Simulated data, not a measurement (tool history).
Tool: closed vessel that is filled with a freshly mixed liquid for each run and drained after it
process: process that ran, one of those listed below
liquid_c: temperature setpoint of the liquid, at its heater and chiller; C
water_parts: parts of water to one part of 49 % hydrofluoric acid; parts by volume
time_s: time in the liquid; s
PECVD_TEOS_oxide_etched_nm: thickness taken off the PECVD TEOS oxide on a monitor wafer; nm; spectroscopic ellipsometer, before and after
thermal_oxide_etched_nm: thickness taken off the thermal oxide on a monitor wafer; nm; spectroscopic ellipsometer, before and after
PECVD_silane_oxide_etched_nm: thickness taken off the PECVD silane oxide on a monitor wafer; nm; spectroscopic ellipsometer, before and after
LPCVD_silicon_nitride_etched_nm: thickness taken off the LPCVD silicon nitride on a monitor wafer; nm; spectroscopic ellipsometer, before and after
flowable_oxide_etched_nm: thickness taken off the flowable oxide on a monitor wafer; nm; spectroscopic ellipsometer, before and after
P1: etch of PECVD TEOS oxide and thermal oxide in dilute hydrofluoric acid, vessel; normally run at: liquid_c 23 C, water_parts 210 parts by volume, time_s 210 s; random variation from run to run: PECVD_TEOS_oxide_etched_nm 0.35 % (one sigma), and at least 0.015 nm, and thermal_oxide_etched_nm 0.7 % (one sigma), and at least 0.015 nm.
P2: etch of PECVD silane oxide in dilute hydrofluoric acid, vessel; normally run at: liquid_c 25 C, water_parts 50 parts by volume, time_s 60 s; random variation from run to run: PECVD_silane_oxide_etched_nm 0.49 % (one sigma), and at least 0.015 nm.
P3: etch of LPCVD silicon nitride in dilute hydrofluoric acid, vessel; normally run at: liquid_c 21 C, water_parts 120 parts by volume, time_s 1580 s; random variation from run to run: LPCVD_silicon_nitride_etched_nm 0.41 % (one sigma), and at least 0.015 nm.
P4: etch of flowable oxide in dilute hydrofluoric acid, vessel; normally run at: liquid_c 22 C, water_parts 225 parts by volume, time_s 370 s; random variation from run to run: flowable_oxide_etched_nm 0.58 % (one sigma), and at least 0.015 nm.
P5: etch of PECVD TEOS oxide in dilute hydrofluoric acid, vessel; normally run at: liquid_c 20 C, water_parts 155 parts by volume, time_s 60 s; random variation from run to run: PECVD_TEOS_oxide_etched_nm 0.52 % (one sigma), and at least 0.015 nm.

| run | hour | process | liquid_c | water_parts | time_s | hours since the thermometer was replaced | hours since the hydrofluoric acid flow meter was replaced | PECVD_TEOS_oxide_etched_nm | thermal_oxide_etched_nm | PECVD_silane_oxide_etched_nm | LPCVD_silicon_nitride_etched_nm | flowable_oxide_etched_nm |
|---|---|---|---|---|---|---|---|---|---|---|---|---|
| 1 | 4.6 | P1 | 23 | 210 | 210 | 384.3 | 229.3 | 9.3175 | 3.9493 |  |  |  |
| 2 | 9.2 | P2 | 25 | 50 | 60 | 388.9 | 233.9 |  |  | 33.287 |  |  |
| 3 | 15.2 | P3 | 21 | 25 | 1580 | 394.9 | 239.9 |  |  |  | 23.29 |  |
| 4 | 21.6 | P3 | 25 | 120 | 1580 | 401.3 | 246.3 |  |  |  | 6.5792 |  |
| 5 | 29.3 | P2 | 25 | 50 | 110 | 409 | 254 |  |  | 60.592 |  |  |
| 6 | 33.4 | P5 | 24 | 155 | 60 | 413.1 | 258.1 | 8.1355 |  |  |  |  |
| 7 | 40.2 | P3 | 21 | 120 | 1580 | 419.9 | 264.9 |  |  |  | 5.0732 |  |
| 8 | 45.6 | P3 | 21 | 120 | 1580 | 425.3 | 270.3 |  |  |  | 5.053 |  |
| 9 | 51.7 | P4 | 22 | 45 | 370 | 431.4 | 276.4 |  |  |  |  | 366.69 |
| 10 | 58.7 | P1 | 19 | 350 | 210 | 438.4 | 283.4 | 4.2486 | 1.8176 |  |  |  |
| 11 | 67.3 | P5 | 20 | 155 | 60 | 447 | 292 | 6.9168 |  |  |  |  |
| 12 | 73.5 | P4 | 22 | 225 | 705 | 453.2 | 298.2 |  |  |  |  | 115.24 |
| 13 | 78 | P1 | 23 | 110 | 210 | 457.7 | 302.7 | 19.848 | 8.526 |  |  |  |
| 14 | 84.8 | P2 | 33 | 50 | 60 | 464.5 | 309.5 |  |  | 45.426 |  |  |
| 15 | 90.6 | P5 | 20 | 275 | 60 | 470.3 | 315.3 | 3.4624 |  |  |  |  |
| 16 | 97.5 | P5 | 20 | 155 | 60 | 477.2 | 322.2 | 6.9521 |  |  |  |  |
| 17 | 105.4 | P1 | 23 | 210 | 210 | 485.1 | 330.1 | 9.3471 | 4.0738 |  |  |  |
| 18 | 111.8 | P1 | 23 | 210 | 210 | 491.5 | 336.5 | 9.3293 | 3.9754 |  |  |  |
| 19 | 120.3 | P4 | 22 | 225 | 370 | 500 | 345 |  |  |  |  | 60.418 |
| 20 | 126.3 | P2 | 25 | 50 | 60 | 506 | 351 |  |  | 33.277 |  |  |
| 21 | 130.7 | P1 | 23 | 210 | 210 | 510.4 | 355.4 | 9.3386 | 3.9948 |  |  |  |
| 22 | 134.8 | P1 | 23 | 210 | 210 | 514.5 | 359.5 | 9.3467 | 3.9103 |  |  |  |
| 23 | 143.7 | P1 | 23 | 210 | 415 | 523.4 | 368.4 | 18.338 | 7.8161 |  |  |  |
| 24 | 148.9 | P1 | 23 | 210 | 210 | 528.6 | 373.6 | 9.3071 | 3.9732 |  |  |  |
| 25 | 157.3 | P4 | 17 | 225 | 370 | 537 | 382 |  |  |  |  | 49.512 |
| 26 | 166.3 | P1 | 23 | 380 | 210 | 546 | 391 | 4.369 | 1.8795 |  |  |  |

Run 27 comes next. What will it give?
| 27 | 170.8 | P1 | 23 | 210 | 90 | 550.5 | 395.5 | ? | ? |  |  |  |

{"run 27": {"PECVD_TEOS_oxide_etched_nm": 3.9888, "thermal_oxide_etched_nm": 1.6689}}

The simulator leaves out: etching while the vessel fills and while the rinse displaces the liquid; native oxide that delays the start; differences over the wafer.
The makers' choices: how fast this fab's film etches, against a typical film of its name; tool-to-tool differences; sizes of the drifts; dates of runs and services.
